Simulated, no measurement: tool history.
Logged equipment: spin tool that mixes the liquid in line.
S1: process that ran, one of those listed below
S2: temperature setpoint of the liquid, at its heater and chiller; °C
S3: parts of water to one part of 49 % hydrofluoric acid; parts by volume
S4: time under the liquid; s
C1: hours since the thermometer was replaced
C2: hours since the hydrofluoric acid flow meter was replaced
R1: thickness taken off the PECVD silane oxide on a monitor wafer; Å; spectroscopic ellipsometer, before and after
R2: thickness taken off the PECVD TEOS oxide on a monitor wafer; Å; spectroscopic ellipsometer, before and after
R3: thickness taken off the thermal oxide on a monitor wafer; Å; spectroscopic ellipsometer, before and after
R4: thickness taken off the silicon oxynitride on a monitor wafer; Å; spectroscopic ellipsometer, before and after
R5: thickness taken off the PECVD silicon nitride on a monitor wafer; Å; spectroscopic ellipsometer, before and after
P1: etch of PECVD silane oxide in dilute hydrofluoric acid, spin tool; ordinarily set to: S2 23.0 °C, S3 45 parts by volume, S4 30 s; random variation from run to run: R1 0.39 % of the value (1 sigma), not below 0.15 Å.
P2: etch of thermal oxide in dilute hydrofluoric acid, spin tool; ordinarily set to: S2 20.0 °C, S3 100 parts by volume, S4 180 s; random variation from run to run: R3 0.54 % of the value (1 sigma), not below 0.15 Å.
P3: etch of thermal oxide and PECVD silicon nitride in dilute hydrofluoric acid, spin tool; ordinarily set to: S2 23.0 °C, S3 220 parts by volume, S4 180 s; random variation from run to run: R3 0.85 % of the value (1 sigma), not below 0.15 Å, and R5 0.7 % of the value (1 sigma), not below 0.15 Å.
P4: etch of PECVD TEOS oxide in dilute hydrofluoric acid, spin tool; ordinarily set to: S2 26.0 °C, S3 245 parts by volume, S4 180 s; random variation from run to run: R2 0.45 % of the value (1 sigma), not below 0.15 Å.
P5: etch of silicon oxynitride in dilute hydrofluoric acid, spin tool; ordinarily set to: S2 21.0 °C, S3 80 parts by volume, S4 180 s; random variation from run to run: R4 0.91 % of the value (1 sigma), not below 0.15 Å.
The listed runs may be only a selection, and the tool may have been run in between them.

Run 1, hour 16.3: S1 P1, S2 23.0 °C, S3 45 parts by volume, S4 30 s; C1 1387.4; C2 1227.8. Result: R1 318.40 Å.
Run 2, hour 30.6: S1 P4, S2 26.0 °C, S3 245 parts by volume, S4 180 s; C1 1401.7; C2 1242.1. Result: R2 186.10 Å.
Run 3, hour 45.4: S1 P1, S2 23.0 °C, S3 45 parts by volume, S4 30 s; C1 1416.5; C2 1256.9. Result: R1 315.00 Å.
Run 4, hour 61.5: S1 P1, S2 23.0 °C, S3 45 parts by volume, S4 65 s; C1 1432.6; C2 1273.0. Result: R1 688.56 Å.
Run 5, hour 78.2: S1 P1, S2 23.0 °C, S3 65 parts by volume, S4 30 s; C1 1449.3; C2 1289.7. Result: R1 214.23 Å.
Run 6, hour 91.6: S1 P1, S2 27.5 °C, S3 45 parts by volume, S4 30 s; C1 1462.7; C2 1303.1. Result: R1 378.07 Å.
Run 7, hour 103.2: S1 P2, S2 20.0 °C, S3 100 parts by volume, S4 180 s; C1 1474.3; C2 1314.7. Result: R3 72.3600 Å.
Run 8, hour 113.4: S1 P5, S2 21.0 °C, S3 80 parts by volume, S4 180 s; C1 1484.5; C2 1324.9. Result: R4 30.705 Å.
Run 9, hour 131.1: S1 P3, S2 30.5 °C, S3 220 parts by volume, S4 180 s; C1 1502.2; C2 1342.6. Result: R3 41.5210 Å, R5 59.9170 Å.
Run 10, hour 143.4: S1 P3, S2 23.0 °C, S3 220 parts by volume, S4 180 s; C1 1514.5; C2 1354.9. Result: R3 31.2860 Å, R5 37.5260 Å.
Run 11, hour 157.8: S1 P3, S2 23.0 °C, S3 220 parts by volume, S4 15 s; C1 1528.9; C2 1369.3. Result: R3 2.6454 Å, R5 3.0948 Å.
Run 12, hour 168.9: S1 P1, S2 27.0 °C, S3 65 parts by volume, S4 30 s; C1 1540.0; C2 1380.4. Result: R1 249.11 Å.
Run 13, hour 178.7: S1 P5, S2 29.5 °C, S3 80 parts by volume, S4 180 s; C1 1549.8; C2 1390.2. Result: R4 45.148 Å.
Run 14, hour 192.7: S1 P4, S2 26.0 °C, S3 245 parts by volume, S4 335 s; C1 1563.8; C2 1404.2. Result: R2 347.99 Å.
Run 15, hour 202.8: S1 P2, S2 17.0 °C, S3 100 parts by volume, S4 180 s; C1 1573.9; C2 1414.3. Result: R3 63.2050 Å.
Run 16, hour 219.7: S1 P4, S2 18.0 °C, S3 245 parts by volume, S4 180 s; C1 1590.8; C2 1431.2. Result: R2 139.45 Å.
Run 17, hour 228.7: S1 P1, S2 23.0 °C, S3 45 parts by volume, S4 30 s; C1 1599.8; C2 1440.2. Result: R1 315.95 Å.
Run 18, hour 245.5: S1 P3, S2 23.0 °C, S3 45 parts by volume, S4 180 s; C1 1616.6; C2 1457.0. Result: R3 186.9700 Å, R5 180.9800 Å.
Run 19, hour 254.9: S1 P5, S2 21.0 °C, S3 80 parts by volume, S4 355 s; C1 1626.0; C2 1466.4. Result: R4 60.735 Å.
Run 20, hour 268.3: S1 P4, S2 26.0 °C, S3 245 parts by volume, S4 180 s; C1 1639.4; C2 1479.8. Result: R2 186.82 Å.
Run 21, hour 283.6: S1 P4, S2 26.0 °C, S3 65 parts by volume, S4 180 s; C1 1654.7; C2 1495.1. Result: R2 876.24 Å.
Run 22, hour 296.9: S1 P1, S2 23.0 °C, S3 45 parts by volume, S4 30 s; C1 1668.0; C2 1508.4. Result: R1 318.00 Å.
Run 23, hour 305.1: S1 P5, S2 21.0 °C, S3 130 parts by volume, S4 180 s; C1 1676.2; C2 1516.6. Result: R4 18.169 Å.
Run 24, hour 313.3: S1 P1, S2 18.0 °C, S3 45 parts by volume, S4 15 s; C1 1684.4; C2 1524.8. Result: R1 127.84 Å.
Run 25, hour 322.2: S1 P1, S2 17.0 °C, S3 45 parts by volume, S4 30 s; C1 1693.3; C2 1533.7. Result: R1 246.15 Å.
Run 26, hour 337.1: S1 P1, S2 23.0 °C, S3 45 parts by volume, S4 15 s; C1 1708.2; C2 1548.6. Result: R1 158.23 Å.
Run 27, hour 351.4: S1 P2, S2 20.0 °C, S3 20 parts by volume, S4 180 s; C1 1722.5; C2 1562.9. Result: R3 390.2800 Å.
Run 28, hour 366.6: S1 P2, S2 20.0 °C, S3 100 parts by volume, S4 180 s; C1 1737.7; C2 1578.1. Result: R3 71.1490 Å.
Run 29, hour 383.5: S1 P2, S2 20.0 °C, S3 100 parts by volume, S4 85 s; C1 1754.6; C2 1595.0. Result: R3 33.7010 Å.
Run 30, hour 393.3: S1 P1, S2 23.0 °C, S3 20 parts by volume, S4 30 s; C1 1764.4; C2 1604.8. Result: R1 740.81 Å.
Run 31, hour 407.3: S1 P1, S2 23.0 °C, S3 45 parts by volume, S4 30 s; C1 1778.4; C2 1618.8. Result: R1 317.38 Å.
Run 32, hour 422.1: S1 P1, S2 23.0 °C, S3 45 parts by volume, S4 30 s; C1 1793.2; C2 1633.6. Result: R1 323.22 Å.
Run 33, hour 439.0: S1 P1, S2 23.0 °C, S3 45 parts by volume, S4 30 s; C1 1810.1; C2 1650.5. Result: R1 327.05 Å.
Run 34, hour 452.7: S1 P1, S2 23.0 °C, S3 45 parts by volume, S4 30 s; C1 1823.8; C2 1664.2. Result: R1 331.48 Å.
Run 35, hour 467.8: S1 P1, S2 23.0 °C, S3 45 parts by volume, S4 30 s; C1 1838.9; C2 1679.3. Result: R1 334.02 Å.
Run 36, hour 481.3: S1 P1, S2 23.0 °C, S3 45 parts by volume, S4 30 s; C1 1852.4; C2 1692.8. Result: R1 336.25 Å.
Run 37, hour 493.9: S1 P1, S2 23.0 °C, S3 45 parts by volume, S4 30 s; C1 1865.0; C2 1705.4. Result: R1 334.46 Å.
Run 38, hour 511.7: S1 P1, S2 23.0 °C, S3 45 parts by volume, S4 30 s; C1 1882.8; C2 1723.2. Result: R1 334.25 Å.
Run 39, hour 529.6: S1 P1, S2 23.0 °C, S3 45 parts by volume, S4 30 s; C1 1900.7; C2 1741.1. Result: R1 335.98 Å.
Run 40, hour 546.3: S1 P1, S2 23.0 °C, S3 45 parts by volume, S4 30 s; C1 1917.4; C2 1757.8. Result: R1 336.73 Å.
Run 41, hour 564.7: S1 P1, S2 23.0 °C, S3 45 parts by volume, S4 30 s; C1 1935.8; C2 1776.2. Result: R1 338.26 Å.

Something has made what P1 gives creep away from where it was; the 2 causes below, each at its own stated size, fit the log equally well:
A: hydrofluoric acid flow above the setpoint (%) = 6.27
B: liquid hotter than its thermometer reads (K) = 1.56
The process output started creeping at around hour 407.3.

Which of the 4 check runs listed below, each an average over 2 wafers with its results shown as question marks, gives clearly different results under the different listed causes?
Run check 1, hour 583.1: S1 P3, S2 23.0 °C, S3 55 parts by volume, S4 85 s. Result: R3 ?, R5 ?.
Run check 2, hour 583.1: S1 P4, S2 21.0 °C, S3 100 parts by volume, S4 180 s. Result: R2 ?.
Run check 3, hour 583.1: S1 P2, S2 17.0 °C, S3 35 parts by volume, S4 180 s. Result: R3 ?.
Run check 4, hour 583.1: S1 P5, S2 28.0 °C, S3 80 parts by volume, S4 180 s. Result: R4 ?.

Check results expected under each cause:
  check  result      if A      if B
check 1      R3   76.4110   76.3310
check 1      R5   74.5690   78.0440
check 2      R2    473.86    471.72
check 3      R3  206.1600  207.1600
check 4      R4    45.192    45.477
Per check, the gap between the least separated pair of causes, taken in the result that splits them most: check 1 4.55 %; check 2 0.45 %; check 3 0.48 %; check 4 0.63 %
Check 1 distinguishes between the causes, while the remaining checks would return nearly the same result for all of them.

Here is what check 1 returned: R3 76.2520 Å; R5 77.7280 Å. Which cause is it?

Of the candidate causes, it is B: liquid hotter than its thermometer reads (K).
